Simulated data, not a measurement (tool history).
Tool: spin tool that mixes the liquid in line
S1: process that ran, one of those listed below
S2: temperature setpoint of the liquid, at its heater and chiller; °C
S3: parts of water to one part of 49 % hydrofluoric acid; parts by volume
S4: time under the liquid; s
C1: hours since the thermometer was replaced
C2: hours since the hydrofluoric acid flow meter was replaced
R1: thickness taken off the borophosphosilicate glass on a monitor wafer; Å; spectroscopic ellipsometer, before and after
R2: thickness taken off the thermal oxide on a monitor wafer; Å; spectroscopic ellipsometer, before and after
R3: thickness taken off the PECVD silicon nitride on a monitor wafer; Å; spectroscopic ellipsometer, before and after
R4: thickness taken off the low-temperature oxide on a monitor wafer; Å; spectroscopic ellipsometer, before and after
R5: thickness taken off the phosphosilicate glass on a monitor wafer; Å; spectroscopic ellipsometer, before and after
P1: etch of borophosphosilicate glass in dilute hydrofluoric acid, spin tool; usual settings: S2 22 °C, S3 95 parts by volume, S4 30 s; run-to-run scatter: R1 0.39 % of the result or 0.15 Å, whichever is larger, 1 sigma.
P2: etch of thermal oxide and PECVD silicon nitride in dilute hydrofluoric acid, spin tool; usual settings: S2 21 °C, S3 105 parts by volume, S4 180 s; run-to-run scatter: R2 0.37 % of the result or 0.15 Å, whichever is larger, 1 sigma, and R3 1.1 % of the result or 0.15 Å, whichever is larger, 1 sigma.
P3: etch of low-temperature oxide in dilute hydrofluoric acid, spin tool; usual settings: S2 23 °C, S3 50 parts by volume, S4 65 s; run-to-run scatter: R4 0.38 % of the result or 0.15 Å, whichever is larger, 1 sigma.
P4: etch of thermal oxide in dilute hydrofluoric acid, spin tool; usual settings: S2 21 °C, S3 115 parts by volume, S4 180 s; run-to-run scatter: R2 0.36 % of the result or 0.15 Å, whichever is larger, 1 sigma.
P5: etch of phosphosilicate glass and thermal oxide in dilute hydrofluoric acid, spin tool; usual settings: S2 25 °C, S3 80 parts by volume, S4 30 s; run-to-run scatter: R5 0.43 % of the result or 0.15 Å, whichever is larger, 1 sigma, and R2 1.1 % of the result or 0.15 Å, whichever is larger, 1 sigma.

run	hour	S1	S2	S3	S4	C1	C2	R1	R2	R3	R4	R5
1	15.2	P1	22	95	30	421	918	169.57				
2	30.5	P2	21	165	180	436.3	933.3		44.329	15.638		
3	44.6	P2	21	105	295	450.4	947.4		122.58	39.543		
4	54.7	P1	22	95	55	460.5	957.5	310.63				
5	67.5	P1	22	170	30	473.3	970.3	86.396				
6	75.5	P3	18.5	50	65	481.3	978.3				300.62	
7	86.7	P5	25	80	55	492.5	989.5		34.431			636.4
8	102.3	P1	18	95	50	508.1	1005.1	239.6				
9	115.2	P4	21	215	180	521	1018		31.536			
10	130.7	P3	23	50	30	536.5	1033.5				166.93	
11	144.3	P2	21	105	180	550.1	1047.1		74.73	24.236		
12	155.5	P1	22	25	15	561.3	1058.3	348.89				
13	169.5	P4	28	115	180	575.3	1072.3		85.477			
14	181.3	P1	22	35	30	587.1	1084.1	494.73				
15	190.6	P1	22	95	30	596.4	1093.4	168.26				
16	200.2	P2	17	105	180	606	1103		63.382	18.109		
17	212.5	P3	23	80	65	618.3	1115.3				218.02	
18	225.6	P5	17	80	30	631.4	1128.4		13.701			249.48
19	237.9	P1	22	95	30	643.7	1140.7	167.48				
20	246.7	P1	22	95	30	652.5	1149.5	168.33				
21	260.5	P1	22	95	15	666.3	1163.3	84.433				
22	268.3	P1	27.5	95	30	674.1	1171.1	209.65				

Forecast run 23:
23	281.1	P3	23	50	65	686.9	1183.9				?	

R4: 362.02 Å

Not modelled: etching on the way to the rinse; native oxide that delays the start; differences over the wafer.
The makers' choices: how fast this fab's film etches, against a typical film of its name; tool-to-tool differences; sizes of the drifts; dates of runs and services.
